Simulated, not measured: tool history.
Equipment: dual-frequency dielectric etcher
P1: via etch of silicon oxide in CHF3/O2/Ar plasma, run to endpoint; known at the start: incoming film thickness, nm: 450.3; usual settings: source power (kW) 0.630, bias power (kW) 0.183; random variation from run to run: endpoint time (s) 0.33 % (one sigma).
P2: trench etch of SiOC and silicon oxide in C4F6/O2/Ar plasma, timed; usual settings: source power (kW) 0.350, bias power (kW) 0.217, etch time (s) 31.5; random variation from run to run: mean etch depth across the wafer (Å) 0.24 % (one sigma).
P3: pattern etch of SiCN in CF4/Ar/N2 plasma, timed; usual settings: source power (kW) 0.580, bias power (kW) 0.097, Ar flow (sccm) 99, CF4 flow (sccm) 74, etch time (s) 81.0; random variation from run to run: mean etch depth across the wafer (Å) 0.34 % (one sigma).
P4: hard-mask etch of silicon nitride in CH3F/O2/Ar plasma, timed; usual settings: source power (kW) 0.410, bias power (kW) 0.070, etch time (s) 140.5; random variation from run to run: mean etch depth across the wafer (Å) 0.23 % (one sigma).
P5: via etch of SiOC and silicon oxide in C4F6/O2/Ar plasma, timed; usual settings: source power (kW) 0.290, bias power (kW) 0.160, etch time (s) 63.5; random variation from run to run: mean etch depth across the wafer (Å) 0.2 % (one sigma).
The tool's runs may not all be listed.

run	hour	process that ran	source power (kW)	bias power (kW)	Ar flow (sccm)	CF4 flow (sccm)	etch time (s)	hours since the last wet clean	hours since the last source power generator calibration	hours since the last bias power generator calibration	endpoint time (s)	mean etch depth across the wafer (Å)
1	8.6	P1	0.630	0.183				272.4	2871.8	1061.9	216.48	
2	17.9	P1	0.510	0.110				281.7	2881.1	1071.2	278.37	
3	31.0	P3	0.580	0.097	99	74	81.0	294.8	2894.2	1084.3		933.67
4	46.8	P1	0.630	0.250				310.6	2910.0	1100.1	193.42	
5	60.5	P1	0.630	0.133				324.3	2923.7	1113.8	238.85	
6	68.0	P3	0.580	0.097	59	74	81.0	331.8	2931.2	1121.3		998.25
7	82.1	P3	0.580	0.097	99	58	81.0	345.9	2945.3	1135.4		898.36
8	97.7	P1	0.480	0.183				361.5	2960.9	1151.0	240.01	
9	112.4	P5	0.370	0.160			63.5	376.2	2975.6	1165.7		707.46
10	125.0	P4	0.410	0.089			140.5	388.8	2988.2	1178.3		1078.20
11	136.8	P1	0.630	0.183				400.6	3000.0	1190.1	215.23	
12	148.5	P2	0.350	0.217			31.5	412.3	3011.7	1201.8		624.71
13	162.4	P3	0.580	0.097	99	74	81.0	426.2	3025.6	1215.7		936.85
14	176.7	P5	0.290	0.160			63.5	440.5	3039.9	1230.0		645.41
# hour 182.3: bias power generator calibrated
15	192.1	P4	0.410	0.070			140.5	455.9	3055.3	9.9		994.62
16	208.1	P3	0.580	0.097	99	74	113.5	471.9	3071.3	25.9		1311.30
17	218.1	P3	0.580	0.057	99	74	81.0	481.9	3081.3	35.9		780.26
18	229.7	P1	0.520	0.121				493.5	3092.9	47.5	268.24	
19	239.3	P2	0.350	0.217			41.5	503.1	3102.5	57.1		825.07
20	250.9	P1	0.630	0.183				514.7	3114.1	68.7	217.76	
21	266.8	P4	0.550	0.070			140.5	530.6	3130.0	84.6		1112.90
22	276.5	P1	0.850	0.238				540.3	3139.7	94.3	176.28	
23	291.7	P5	0.290	0.160			63.5	555.5	3154.9	109.5		644.23
24	307.2	P2	0.350	0.217			31.5	571.0	3170.4	125.0		622.59
25	324.1	P4	0.410	0.070			140.5	587.9	3187.3	141.9		996.13
26	339.3	P1	0.630	0.183				603.1	3202.5	157.1	216.87	
27	352.7	P5	0.290	0.160			35.5	616.5	3215.9	170.5		360.46
28	361.6	P2	0.350	0.127			31.5	625.4	3224.8	179.4		526.71
29	375.3	P1	0.830	0.183				639.1	3238.5	193.1	195.26	
30	384.6	P1	0.630	0.183				648.4	3247.8	202.4	216.77	
31	399.1	P2	0.200	0.217			31.5	662.9	3262.3	216.9		504.93
32	408.6	P4	0.410	0.070			81.5	672.4	3271.8	226.4		576.39
33	419.5	P3	0.430	0.097	99	74	81.0	683.3	3282.7	237.3		723.39
34	432.3	P5	0.290	0.225			63.5	696.1	3295.5	250.1		720.09

Run 35, settings as shown, results not yet in. Your forecast:
35	446.1	P1	0.630	0.183				709.9	3309.3	263.9	?	

Run 35 came out at endpoint time (s) 217.21.
